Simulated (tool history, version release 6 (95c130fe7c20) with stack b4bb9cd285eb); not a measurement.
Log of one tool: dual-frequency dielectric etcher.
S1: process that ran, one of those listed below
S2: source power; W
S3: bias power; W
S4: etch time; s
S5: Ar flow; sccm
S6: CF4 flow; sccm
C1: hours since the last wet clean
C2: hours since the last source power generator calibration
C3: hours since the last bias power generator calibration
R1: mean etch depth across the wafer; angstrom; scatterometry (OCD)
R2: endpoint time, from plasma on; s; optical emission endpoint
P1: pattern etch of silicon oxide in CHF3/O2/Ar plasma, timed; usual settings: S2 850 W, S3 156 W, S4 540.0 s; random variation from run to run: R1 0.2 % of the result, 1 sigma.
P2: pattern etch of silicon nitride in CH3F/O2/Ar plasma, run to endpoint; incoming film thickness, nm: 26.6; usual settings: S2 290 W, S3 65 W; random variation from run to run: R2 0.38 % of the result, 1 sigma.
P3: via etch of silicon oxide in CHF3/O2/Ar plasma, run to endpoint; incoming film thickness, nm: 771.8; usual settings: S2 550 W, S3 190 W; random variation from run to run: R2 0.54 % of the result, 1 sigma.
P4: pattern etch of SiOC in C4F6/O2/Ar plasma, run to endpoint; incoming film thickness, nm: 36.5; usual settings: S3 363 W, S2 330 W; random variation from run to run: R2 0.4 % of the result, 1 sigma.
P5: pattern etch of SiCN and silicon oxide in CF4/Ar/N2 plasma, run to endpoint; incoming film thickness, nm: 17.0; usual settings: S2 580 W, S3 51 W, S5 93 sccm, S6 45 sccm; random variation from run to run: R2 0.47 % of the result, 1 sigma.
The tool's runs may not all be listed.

run,hour,S1,S2,S3,S4,S5,S6,C1,C2,C3,R1,R2
1,3.4,P1,850,156,540.0,,,430.8,664.5,312.7,11509.0,
2,7.7,P1,850,156,344.5,,,435.1,668.8,317.0,7324.8,
3,10.8,P3,390,190,,,,438.2,671.9,320.1,,468.890
4,13.6,P2,290,65,,,,441.0,674.7,322.9,,44.687
5,19.4,P2,290,42,,,,446.8,680.5,328.7,,51.828
6,25.4,P1,850,156,540.0,,,452.8,686.5,334.7,11443.0,
7,28.0,P1,850,156,540.0,,,455.4,689.1,337.3,11464.0,
8,33.2,P1,850,121,540.0,,,460.6,694.3,342.5,10580.0,
9,39.0,P3,550,125,,,,466.4,700.1,348.3,,472.910
10,44.7,P5,580,51,,59,45,472.1,705.8,354.0,,16.780
11,49.3,P1,850,156,540.0,,,476.7,710.4,358.6,11470.0,
12,51.9,P5,720,51,,93,45,479.3,713.0,361.2,,15.121
13,55.6,P2,350,65,,,,483.0,716.7,364.9,,41.699
14,60.0,P4,330,363,,,,487.4,721.1,369.3,,14.788
15,63.1,P1,850,156,540.0,,,490.5,724.2,372.4,11457.0,
16,68.0,P1,580,156,540.0,,,495.4,729.1,377.3,9886.3,
17,72.2,P3,550,190,,,,499.6,733.3,381.5,,408.790
18,78.2,P4,260,363,,,,505.6,739.3,387.5,,16.196
19,81.1,P1,1190,156,540.0,,,508.5,742.2,390.4,13041.0,
20,87.1,P5,580,70,,93,45,514.5,748.2,396.4,,16.401
21,93.2,P1,850,126,375.5,,,520.6,754.3,402.5,7445.5,
22,98.3,P5,580,51,,93,58,525.7,759.4,407.6,,17.466
23,102.0,P5,580,51,,93,45,529.4,763.1,411.3,,18.152
24,107.2,P1,850,186,540.0,,,534.6,768.3,416.5,12117.0,
25,111.0,P3,550,190,,,,538.4,772.1,420.3,,406.330
26,116.4,P1,850,156,540.0,,,543.8,777.5,425.7,11453.0,
27,120.5,P4,330,480,,,,547.9,781.6,429.8,,13.388
28,123.6,P1,850,156,766.5,,,551.0,784.7,432.9,16226.0,
29,128.9,P1,850,156,540.0,,,556.3,790.0,438.2,11470.0,
30,133.4,P1,850,156,540.0,,,560.8,794.5,442.7,11477.0,
31,138.6,P1,850,156,540.0,,,566.0,799.7,447.9,11531.0,
32,143.0,P1,850,156,540.0,,,570.4,804.1,452.3,11552.0,
33,145.8,P1,850,156,540.0,,,573.2,806.9,455.1,11571.0,
# hour 145.9: wet clean of the chamber
34,149.2,P1,850,156,540.0,,,3.3,810.3,458.5,11595.0,
35,152.1,P1,850,156,540.0,,,6.2,813.2,461.4,11551.0,
36,155.7,P1,850,156,540.0,,,9.8,816.8,465.0,11597.0,
37,159.1,P1,850,156,540.0,,,13.2,820.2,468.4,11624.0,
38,163.2,P1,850,156,540.0,,,17.3,824.3,472.5,11609.0,
39,168.2,P1,850,156,540.0,,,22.3,829.3,477.5,11630.0,

What P1 gives has crept away from where it was. These 2 causes fit the log equally well, each at the size given:
A: source power that arrives over what is set, % = 3.8
B: bias power that arrives over what is set, % = 4.65
The creep began at about hour 128.9.
Why every other cause is out:
chamber walls in a state that raises the etch rate, %: serviced at hour 145.9, which brought nothing back

4 check runs are offered, each on 3 wafers whose results are averaged, their results left as question marks. Which one tells the causes apart?
check 1,173.2,P5,580,51,,59,52,,,,,?
check 2,173.2,P2,290,49,,,,,,,,?
check 3,173.2,P4,330,460,,,,,,,,?
check 4,173.2,P3,410,190,,,,,,,,?

What each check would give under each cause:
check,result,if A,if B
check 1,R2,15.911,16.234
check 2,R2,48.491,48.479
check 3,R2,13.419,13.376
check 4,R2,449.810,449.010
How far apart the two closest causes lie, in the result that separates them most: check 1 2.01 %; check 2 0.02 %; check 3 0.32 %; check 4 0.18 %
Check 1 tells the causes apart: in the others they would give nearly the same result.

Check 1 was then run and gave: R2 16.334 s. Which cause is it?

It is B: bias power that arrives over what is set, %.

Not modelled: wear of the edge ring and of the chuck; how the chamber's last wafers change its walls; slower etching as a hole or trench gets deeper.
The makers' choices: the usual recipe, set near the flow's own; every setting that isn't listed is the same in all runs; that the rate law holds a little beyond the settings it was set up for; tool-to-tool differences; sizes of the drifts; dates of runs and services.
